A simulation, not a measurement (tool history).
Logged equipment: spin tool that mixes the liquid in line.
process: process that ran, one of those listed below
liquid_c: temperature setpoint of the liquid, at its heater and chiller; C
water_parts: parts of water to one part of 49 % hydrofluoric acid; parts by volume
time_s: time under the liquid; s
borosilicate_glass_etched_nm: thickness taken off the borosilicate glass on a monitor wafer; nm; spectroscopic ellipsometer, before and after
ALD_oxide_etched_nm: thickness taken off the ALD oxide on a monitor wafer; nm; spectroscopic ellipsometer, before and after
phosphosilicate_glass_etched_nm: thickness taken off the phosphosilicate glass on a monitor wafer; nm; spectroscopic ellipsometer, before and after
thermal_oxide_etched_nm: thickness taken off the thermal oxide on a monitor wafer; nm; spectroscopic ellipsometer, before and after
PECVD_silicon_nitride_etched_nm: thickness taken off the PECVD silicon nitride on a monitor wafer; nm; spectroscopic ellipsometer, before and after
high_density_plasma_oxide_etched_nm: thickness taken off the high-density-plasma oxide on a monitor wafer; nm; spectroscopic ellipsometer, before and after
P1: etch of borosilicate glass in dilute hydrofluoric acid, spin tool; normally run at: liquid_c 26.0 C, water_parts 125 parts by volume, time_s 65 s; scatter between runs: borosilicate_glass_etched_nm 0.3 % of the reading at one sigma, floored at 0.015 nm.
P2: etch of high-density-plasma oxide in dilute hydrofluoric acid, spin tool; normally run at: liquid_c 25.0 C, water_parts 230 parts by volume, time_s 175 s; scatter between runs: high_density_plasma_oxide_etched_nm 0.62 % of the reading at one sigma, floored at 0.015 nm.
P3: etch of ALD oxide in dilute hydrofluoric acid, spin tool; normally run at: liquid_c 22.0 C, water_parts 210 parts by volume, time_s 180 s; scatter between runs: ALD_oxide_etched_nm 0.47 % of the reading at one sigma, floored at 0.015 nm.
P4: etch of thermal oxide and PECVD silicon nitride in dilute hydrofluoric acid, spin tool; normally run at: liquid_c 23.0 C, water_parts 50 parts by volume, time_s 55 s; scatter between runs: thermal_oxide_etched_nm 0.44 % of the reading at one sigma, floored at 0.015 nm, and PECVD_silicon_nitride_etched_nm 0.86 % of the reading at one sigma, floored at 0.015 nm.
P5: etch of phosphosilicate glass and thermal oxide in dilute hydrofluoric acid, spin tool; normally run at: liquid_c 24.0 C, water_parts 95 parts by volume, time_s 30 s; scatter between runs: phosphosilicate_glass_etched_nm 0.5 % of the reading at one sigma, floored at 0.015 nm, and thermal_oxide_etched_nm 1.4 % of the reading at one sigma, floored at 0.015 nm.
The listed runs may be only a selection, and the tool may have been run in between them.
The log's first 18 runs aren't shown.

| run | hour | process | liquid_c | water_parts | time_s | hours since the thermometer was replaced | hours since the hydrofluoric acid flow meter was replaced | borosilicate_glass_etched_nm | ALD_oxide_etched_nm | phosphosilicate_glass_etched_nm | thermal_oxide_etched_nm | PECVD_silicon_nitride_etched_nm | high_density_plasma_oxide_etched_nm |
|---|---|---|---|---|---|---|---|---|---|---|---|---|---|
| 19 | 157.9 | P2 | 25.0 | 230 | 175 | 1017.2 | 864.1 |  |  |  |  |  | 5.0895 |
| 20 | 165.4 | P4 | 23.0 | 50 | 105 | 1024.7 | 871.6 |  |  |  | 9.94930 | 5.5302 |  |
| 21 | 176.0 | P3 | 22.0 | 210 | 180 | 1035.3 | 882.2 |  | 9.5815 |  |  |  |  |
| 22 | 182.6 | P1 | 26.0 | 125 | 65 | 1041.9 | 888.8 | 14.9450 |  |  |  |  |  |
| 23 | 190.2 | P1 | 26.0 | 125 | 65 | 1049.5 | 896.4 | 14.9600 |  |  |  |  |  |
| 24 | 202.7 | P1 | 26.0 | 180 | 65 | 1062.0 | 908.9 | 9.6706 |  |  |  |  |  |
| 25 | 209.0 | P3 | 29.0 | 210 | 180 | 1068.3 | 915.2 |  | 12.3630 |  |  |  |  |
| 26 | 215.3 | P1 | 34.0 | 125 | 15 | 1074.6 | 921.5 | 4.6493 |  |  |  |  |  |
| 27 | 222.1 | P1 | 32.0 | 125 | 65 | 1081.4 | 928.3 | 18.5720 |  |  |  |  |  |
| 28 | 234.3 | P5 | 24.0 | 95 | 30 | 1093.6 | 940.5 |  |  | 46.016 | 1.50710 |  |  |
| 29 | 244.4 | P1 | 26.0 | 75 | 65 | 1103.7 | 950.6 | 26.4760 |  |  |  |  |  |
| 30 | 256.5 | P4 | 23.0 | 20 | 55 | 1115.8 | 962.7 |  |  |  | 13.49300 | 7.2008 |  |
| 31 | 268.6 | P2 | 25.0 | 345 | 175 | 1127.9 | 974.8 |  |  |  |  |  | 2.9655 |
| 32 | 280.2 | P1 | 17.5 | 125 | 65 | 1139.5 | 986.4 | 10.6740 |  |  |  |  |  |

The next listed run, before its measurement:
| 33 | 289.7 | P2 | 19.5 | 230 | 175 | 1149.0 | 995.9 |  |  |  |  |  | ? |

Logged for run 33: high_density_plasma_oxide_etched_nm 4.1773 nm.
